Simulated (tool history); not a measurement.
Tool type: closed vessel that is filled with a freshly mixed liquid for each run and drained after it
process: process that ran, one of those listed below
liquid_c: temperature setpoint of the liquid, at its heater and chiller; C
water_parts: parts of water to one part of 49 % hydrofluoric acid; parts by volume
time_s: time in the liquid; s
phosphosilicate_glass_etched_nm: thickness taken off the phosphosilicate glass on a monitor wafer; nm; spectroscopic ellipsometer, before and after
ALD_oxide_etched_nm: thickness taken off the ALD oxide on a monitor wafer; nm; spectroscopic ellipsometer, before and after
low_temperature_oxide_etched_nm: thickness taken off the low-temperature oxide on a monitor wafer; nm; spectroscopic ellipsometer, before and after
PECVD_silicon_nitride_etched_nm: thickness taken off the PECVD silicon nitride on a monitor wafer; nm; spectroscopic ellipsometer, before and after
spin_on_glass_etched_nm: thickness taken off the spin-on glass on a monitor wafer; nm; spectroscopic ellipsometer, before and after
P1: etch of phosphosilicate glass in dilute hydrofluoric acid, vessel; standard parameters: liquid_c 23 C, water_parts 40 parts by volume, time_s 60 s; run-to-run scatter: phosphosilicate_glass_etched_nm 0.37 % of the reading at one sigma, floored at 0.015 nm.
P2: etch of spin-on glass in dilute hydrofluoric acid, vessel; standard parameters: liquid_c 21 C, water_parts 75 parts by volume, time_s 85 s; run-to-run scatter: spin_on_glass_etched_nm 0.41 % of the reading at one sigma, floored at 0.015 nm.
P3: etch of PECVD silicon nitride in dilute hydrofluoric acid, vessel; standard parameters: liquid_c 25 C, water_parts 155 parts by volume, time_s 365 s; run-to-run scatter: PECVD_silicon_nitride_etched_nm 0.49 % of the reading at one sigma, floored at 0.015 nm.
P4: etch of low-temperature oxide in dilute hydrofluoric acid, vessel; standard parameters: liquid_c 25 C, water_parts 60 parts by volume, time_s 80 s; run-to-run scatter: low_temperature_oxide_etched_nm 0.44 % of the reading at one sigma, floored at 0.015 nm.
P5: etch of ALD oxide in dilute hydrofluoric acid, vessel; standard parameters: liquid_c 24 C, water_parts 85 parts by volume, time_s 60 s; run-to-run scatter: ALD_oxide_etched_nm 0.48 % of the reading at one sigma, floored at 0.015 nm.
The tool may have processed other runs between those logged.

run	hour	process	liquid_c	water_parts	time_s	phosphosilicate_glass_etched_nm	ALD_oxide_etched_nm	low_temperature_oxide_etched_nm	PECVD_silicon_nitride_etched_nm	spin_on_glass_etched_nm
1	5.7	P1	23	40	60	130.75				
2	9.6	P1	23	40	60	130.71				
3	14.3	P5	17.5	85	60		12.943			
4	18.5	P4	25	60	145			39.352		
5	23.1	P1	17	40	60	101.46				
6	28.9	P3	25	255	365				3.1541	
7	33.1	P1	23	40	60	131.43				
8	37	P1	23	40	30	65.745				
9	41.6	P1	23	40	115	250.87				
10	45.5	P1	23	40	60	131				
11	49.2	P5	24	85	60		16.913			
12	53.7	P4	25	20	80			69.339		
13	57.9	P1	23	40	60	130.15				
14	63.6	P5	24	40	60		38.177			
15	69.2	P1	23	65	60	77.73				
16	73.7	P4	25	60	80			21.824		
17	76.4	P1	30	20	60	359.27				
18	80.8	P2	25.5	75	85					46.423
19	86.2	P3	21	155	365				4.0676	
20	90.8	P1	27.5	40	60	157.22				
21	95.3	P2	21	75	85					38.617
22	99.2	P3	25	155	365				5.1422	
23	104.2	P1	23	20	60	268.68				
24	109.6	P2	21	75	35					15.877
25	112.4	P3	25	155	75				1.0752	
26	116.5	P1	23	40	60	132.03				
27	122.2	P1	19	55	60	78.945				
28	127.7	P2	21	20	85					155.07
29	130.6	P4	17.5	60	80			15.833		
30	134.8	P2	21	75	85					38.492
31	137.3	P5	24	85	115		32.31			
32	142.2	P1	23	40	60	131.09				
33	144.9	P5	24	85	60		16.867			
34	147.5	P1	23	40	60	130.49				
35	150.2	P1	23	40	60	128.16				
36	154.5	P1	23	40	60	124.61				
37	159	P1	23	40	60	122.64				
38	162.5	P1	23	40	60	121.09				
39	165.8	P1	23	40	60	121.15				
40	171.1	P1	23	40	60	120.15				
41	174.1	P1	23	40	60	119.69				
42	179.2	P1	23	40	60	118.98				
43	183.7	P1	23	40	60	119.8				
44	188.3	P1	23	40	60	119.92				

The log shows P1 creeping away from where it was. Any of the 2 causes listed here, at the size stated for it, fits the log just as well as the others:
A: liquid colder than its thermometer reads (K) = 2.25
B: hydrofluoric acid flow below the setpoint (%) = 8.58
The gradual shift began around hour 147.5.

Below are 4 check runs, each averaged over 2 wafers, with their results shown as question marks. Which of them would give clearly different results depending on which cause is behind the drift?
check 1	192.9	P3	25	250	365				?	
check 2	192.9	P5	19	85	60		?			
check 3	192.9	P2	21	20	55					?
check 4	192.9	P4	19.5	60	140			?		

Predicted outcomes, by check and by cause:
check	result	if A	if B
check 1	PECVD_silicon_nitride_etched_nm	2.8102	2.9558
check 2	ALD_oxide_etched_nm	12.556	12.511
check 3	spin_on_glass_etched_nm	91.092	91.611
check 4	low_temperature_oxide_etched_nm	27.679	27.676
Per-check spread between the two closest causes, in the result where they differ most: check 1 5.05 %; check 2 0.35 %; check 3 0.57 %; check 4 0.01 %
Check 1 tells the causes apart: in the others they would give nearly the same result.

With check 1 done, the readings were: PECVD_silicon_nitride_etched_nm 2.7863 nm. Identify which of the listed causes applies.

Of the candidate causes, it is A: liquid colder than its thermometer reads (K).
